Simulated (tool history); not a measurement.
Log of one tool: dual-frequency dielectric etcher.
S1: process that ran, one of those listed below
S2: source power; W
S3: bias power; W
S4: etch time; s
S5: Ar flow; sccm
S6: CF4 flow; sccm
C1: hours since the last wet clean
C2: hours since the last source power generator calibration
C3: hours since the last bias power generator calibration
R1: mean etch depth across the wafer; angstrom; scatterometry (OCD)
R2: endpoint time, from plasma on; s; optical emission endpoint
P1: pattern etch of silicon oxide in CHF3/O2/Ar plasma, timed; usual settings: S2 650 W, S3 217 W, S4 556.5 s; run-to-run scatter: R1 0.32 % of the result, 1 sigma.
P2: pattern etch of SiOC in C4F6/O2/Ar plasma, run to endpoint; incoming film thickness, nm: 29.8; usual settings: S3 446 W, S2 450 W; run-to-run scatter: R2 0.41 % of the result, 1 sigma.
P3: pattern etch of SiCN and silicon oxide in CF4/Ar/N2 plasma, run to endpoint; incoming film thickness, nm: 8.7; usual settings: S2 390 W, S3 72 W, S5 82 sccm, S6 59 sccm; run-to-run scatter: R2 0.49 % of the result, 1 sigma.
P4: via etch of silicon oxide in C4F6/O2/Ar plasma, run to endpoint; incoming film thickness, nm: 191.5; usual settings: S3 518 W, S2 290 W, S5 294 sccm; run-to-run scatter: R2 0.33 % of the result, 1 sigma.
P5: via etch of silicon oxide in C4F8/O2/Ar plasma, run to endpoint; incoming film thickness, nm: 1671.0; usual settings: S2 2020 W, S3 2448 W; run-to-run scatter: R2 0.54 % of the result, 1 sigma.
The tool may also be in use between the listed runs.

run,hour,S1,S2,S3,S4,S5,S6,C1,C2,C3,R1,R2
1,9.2,P1,650,217,556.5,,,316.9,1587.0,1428.1,11574.0,
2,20.1,P5,2020,2448,,,,327.8,1597.9,1439.0,,303.5600
3,28.9,P1,650,217,556.5,,,336.6,1606.7,1447.8,11614.0,
# hour 39.7: wet clean of the chamber
4,41.8,P4,290,518,,396,,2.1,1619.6,1460.7,,47.7810
5,50.7,P3,390,90,,82,59,11.0,1628.5,1469.6,,10.6350
6,60.6,P3,390,72,,82,59,20.9,1638.4,1479.5,,11.4450
7,69.4,P1,650,217,786.5,,,29.7,1647.2,1488.3,16382.0,
8,85.7,P1,870,217,556.5,,,46.0,1663.5,1504.6,12902.0,
9,97.2,P4,180,518,,294,,57.5,1675.0,1516.1,,54.8520
10,105.3,P1,650,285,556.5,,,65.6,1683.1,1524.2,12751.0,
11,121.2,P4,290,518,,294,,81.5,1699.0,1540.1,,46.0260
12,136.5,P1,650,217,556.5,,,96.8,1714.3,1555.4,11596.0,
13,144.6,P5,2020,2933,,,,104.9,1722.4,1563.5,,290.4500
14,154.3,P3,390,72,,55,59,114.6,1732.1,1573.2,,10.8510
15,169.7,P1,890,217,755.5,,,130.0,1747.5,1588.6,17693.0,
16,179.6,P1,650,217,556.5,,,139.9,1757.4,1598.5,11621.0,
17,190.7,P5,1290,2448,,,,151.0,1768.5,1609.6,,363.5100
18,200.9,P1,650,217,314.5,,,161.2,1778.7,1619.8,6530.1,
19,211.8,P1,650,145,556.5,,,172.1,1789.6,1630.7,10132.0,
20,222.4,P3,310,72,,82,59,182.7,1800.2,1641.3,,14.0470
21,236.6,P2,450,351,,,,196.9,1814.4,1655.5,,10.8630
22,249.8,P1,650,217,556.5,,,210.1,1827.6,1668.7,11542.0,
23,261.4,P2,300,446,,,,221.7,1839.2,1680.3,,11.4980
24,269.8,P4,290,518,,294,,230.1,1847.6,1688.7,,46.2750
25,281.3,P1,490,217,556.5,,,241.6,1859.1,1700.2,10332.0,
26,297.4,P3,390,72,,82,40,257.7,1875.2,1716.3,,12.0240
27,310.0,P2,450,446,,,,270.3,1887.8,1728.9,,9.8358
28,322.2,P4,290,628,,294,,282.5,1900.0,1741.1,,42.8330
29,335.1,P1,650,217,556.5,,,295.4,1912.9,1754.0,11567.0,
30,347.0,P1,650,217,556.5,,,307.3,1924.8,1765.9,11728.0,
31,358.5,P1,650,217,556.5,,,318.8,1936.3,1777.4,11667.0,
32,366.2,P1,650,217,556.5,,,326.5,1944.0,1785.1,11754.0,
33,382.3,P1,650,217,556.5,,,342.6,1960.1,1801.2,11794.0,
34,393.2,P1,650,217,556.5,,,353.5,1971.0,1812.1,11818.0,
# hour 398.5: wet clean of the chamber
35,402.6,P1,650,217,556.5,,,4.1,1980.4,1821.5,11801.0,
36,413.1,P1,650,217,556.5,,,14.6,1990.9,1832.0,11776.0,
37,429.6,P1,650,217,556.5,,,31.1,2007.4,1848.5,11781.0,

What P1 gives has crept away from where it was. These 2 causes fit the log equally well, each at the size given:
A: source power that arrives over what is set, % = 4.31
B: bias power that arrives over what is set, % = 4.7
The creep began at about hour 335.1.
Why every other cause is out:
chamber walls in a state that raises the etch rate, %: serviced at hour 398.5, which brought nothing back

4 check runs are offered, each on 3 wafers whose results are averaged, their results left as question marks. Which one tells the causes apart?
check 1,446.1,P3,390,72,,82,59,,,,,?
check 2,446.1,P2,450,446,,,,,,,,?
check 3,446.1,P4,290,518,,294,,,,,,?
check 4,446.1,P5,2020,2448,,,,,,,,?

What each check would give under each cause:
check,result,if A,if B
check 1,R2,11.0550,11.2960
check 2,R2,9.7387,9.7277
check 3,R2,45.5000,45.4040
check 4,R2,302.5100,303.3900
How far apart the two closest causes lie, in the result that separates them most: check 1 2.15 %; check 2 0.11 %; check 3 0.21 %; check 4 0.29 %
Only check 1 tells the causes apart: in the others they would give nearly the same result.

Check 1 was then run and gave: R2 11.3160 s. Which cause is it?

It is B: bias power that arrives over what is set, %.

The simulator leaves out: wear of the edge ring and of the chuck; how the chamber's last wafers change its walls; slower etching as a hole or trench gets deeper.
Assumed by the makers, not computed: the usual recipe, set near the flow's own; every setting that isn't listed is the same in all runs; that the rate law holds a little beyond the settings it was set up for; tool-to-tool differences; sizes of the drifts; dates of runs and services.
